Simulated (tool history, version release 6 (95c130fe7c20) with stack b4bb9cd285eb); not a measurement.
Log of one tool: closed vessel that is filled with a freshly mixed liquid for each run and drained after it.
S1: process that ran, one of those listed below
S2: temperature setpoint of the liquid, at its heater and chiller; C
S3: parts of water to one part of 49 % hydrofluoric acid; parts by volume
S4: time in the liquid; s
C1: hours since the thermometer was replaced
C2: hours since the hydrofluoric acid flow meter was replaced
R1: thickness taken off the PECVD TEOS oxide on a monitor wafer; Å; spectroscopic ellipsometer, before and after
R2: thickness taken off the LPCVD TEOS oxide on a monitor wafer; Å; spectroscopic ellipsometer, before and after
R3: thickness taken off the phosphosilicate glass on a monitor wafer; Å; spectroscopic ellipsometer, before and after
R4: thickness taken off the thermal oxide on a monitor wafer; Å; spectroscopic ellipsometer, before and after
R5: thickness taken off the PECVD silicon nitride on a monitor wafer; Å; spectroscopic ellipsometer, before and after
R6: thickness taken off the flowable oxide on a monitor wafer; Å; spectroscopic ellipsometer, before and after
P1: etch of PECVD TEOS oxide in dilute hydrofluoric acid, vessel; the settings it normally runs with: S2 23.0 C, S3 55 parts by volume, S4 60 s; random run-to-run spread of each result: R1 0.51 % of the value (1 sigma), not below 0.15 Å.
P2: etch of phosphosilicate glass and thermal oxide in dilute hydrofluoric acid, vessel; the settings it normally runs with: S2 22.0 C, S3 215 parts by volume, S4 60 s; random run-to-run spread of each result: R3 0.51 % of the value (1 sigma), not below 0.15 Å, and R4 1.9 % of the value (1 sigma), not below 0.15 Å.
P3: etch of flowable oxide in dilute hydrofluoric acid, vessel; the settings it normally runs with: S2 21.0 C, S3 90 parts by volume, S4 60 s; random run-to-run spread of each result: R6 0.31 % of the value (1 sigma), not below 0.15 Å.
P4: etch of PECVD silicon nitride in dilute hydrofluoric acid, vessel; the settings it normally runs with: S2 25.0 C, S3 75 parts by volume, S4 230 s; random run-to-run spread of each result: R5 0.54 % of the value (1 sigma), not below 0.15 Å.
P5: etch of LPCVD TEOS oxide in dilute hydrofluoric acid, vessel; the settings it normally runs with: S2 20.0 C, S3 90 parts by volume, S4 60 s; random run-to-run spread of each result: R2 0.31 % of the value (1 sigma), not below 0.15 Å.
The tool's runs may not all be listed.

run	hour	S1	S2	S3	S4	C1	C2	R1	R2	R3	R4	R5	R6
1	9.6	P1	23.0	55	60	1339.9	365.0	261.120					
2	19.3	P1	23.0	55	60	1349.6	374.7	260.720					
3	29.1	P1	23.0	25	60	1359.4	384.5	598.210					
4	40.8	P1	23.0	55	60	1371.1	396.2	261.090					
5	50.6	P1	23.0	55	60	1380.9	406.0	262.710					
6	63.7	P1	23.0	55	60	1394.0	419.1	263.870					
7	74.5	P5	28.0	90	60	1404.8	429.9		295.95				
8	88.2	P2	29.0	215	60	1418.5	443.6			478.71	14.561		
# hour 92.3: thermometer replaced
9	95.8	P4	25.0	75	230	3.5	451.2					179.61	
10	103.1	P2	22.0	45	60	10.8	458.5			2167.70	63.571		
11	113.1	P1	17.5	55	60	20.8	468.5	207.570					
12	121.5	P3	17.0	90	60	29.2	476.9						271.66
13	128.2	P4	25.0	75	465	35.9	483.6					365.94	
14	140.0	P2	22.0	215	60	47.7	495.4			375.64	11.203		
15	151.6	P3	21.0	90	115	59.3	507.0						614.77
16	162.9	P1	23.0	85	30	70.6	518.3	81.983					
17	172.6	P1	23.0	80	60	80.3	528.0	173.890					
18	183.3	P4	25.0	75	230	91.0	538.7					179.93	
19	196.8	P1	23.0	55	95	104.5	552.2	414.070					
20	203.6	P5	20.0	90	60	111.3	559.0		216.54				
21	212.1	P4	25.0	130	230	119.8	567.5					104.82	
22	223.4	P4	18.5	75	230	131.1	578.8					116.57	
23	231.0	P2	22.0	215	115	138.7	586.4			723.67	20.456		
24	243.3	P1	17.0	55	110	151.0	598.7	375.050					
25	254.8	P3	21.0	20	60	162.5	610.2						1576.10
26	262.0	P1	29.5	55	60	169.7	617.4	337.640					
27	274.2	P3	21.0	90	60	181.9	629.6						321.81
28	284.3	P1	23.0	55	60	192.0	639.7	261.100					
29	294.9	P5	20.0	160	60	202.6	650.3		112.94				
30	306.2	P1	23.0	55	35	213.9	661.6	153.530					
31	319.4	P5	20.0	90	30	227.1	674.8		108.19				
32	325.9	P1	23.0	55	60	233.6	681.3	259.130					
33	337.2	P1	23.0	55	60	244.9	692.6	269.660					
34	343.8	P1	23.0	55	60	251.5	699.2	269.570					
35	351.5	P1	23.0	55	60	259.2	706.9	272.910					
36	364.2	P1	23.0	55	60	271.9	719.6	274.400					
37	371.3	P1	23.0	55	60	279.0	726.7	273.520					
38	380.4	P1	23.0	55	60	288.1	735.8	273.210					
39	392.5	P1	23.0	55	60	300.2	747.9	279.660					
40	401.8	P1	23.0	55	60	309.5	757.2	281.670					
41	411.5	P1	23.0	55	60	319.2	766.9	277.320					
42	424.0	P1	23.0	55	60	331.7	779.4	278.670					
43	431.0	P1	23.0	55	60	338.7	786.4	279.890					

Something has made what P1 gives creep away from where it was; the 2 causes below, each at its own stated size, fit the log equally well:
A: hydrofluoric acid flow above the setpoint (%) = 6.27
B: liquid hotter than its thermometer reads (K) = 1.59
Onset of the creep was near hour 325.9.

4 check runs are offered, one wafer each, their results left as question marks. Which one tells the causes apart?
check 1	438.0	P4	19.5	115	230							?	
check 2	438.0	P5	27.5	90	60				?				
check 3	438.0	P2	22.0	80	60					?	?		
check 4	438.0	P3	21.0	65	95								?

Predicted outcomes, by check and by cause:
check	result	if A	if B
check 1	R5	87.299	91.598
check 2	R2	313.06	310.89
check 3	R3	1249.70	1247.30
check 3	R4	36.408	36.338
check 4	R6	775.27	775.51
Gap, in per cent, between the two causes that each check separates least, read from the result that separates them most: check 1 4.81 %; check 2 0.7 %; check 3 0.19 %; check 4 0.03 %
Only in check 1 would the causes give clearly different results; in the remaining checks their results would be nearly the same.

Then check 1 was run and gave: R5 91.529 Å. Which cause is it?

Of the candidate causes, it is B: liquid hotter than its thermometer reads (K).
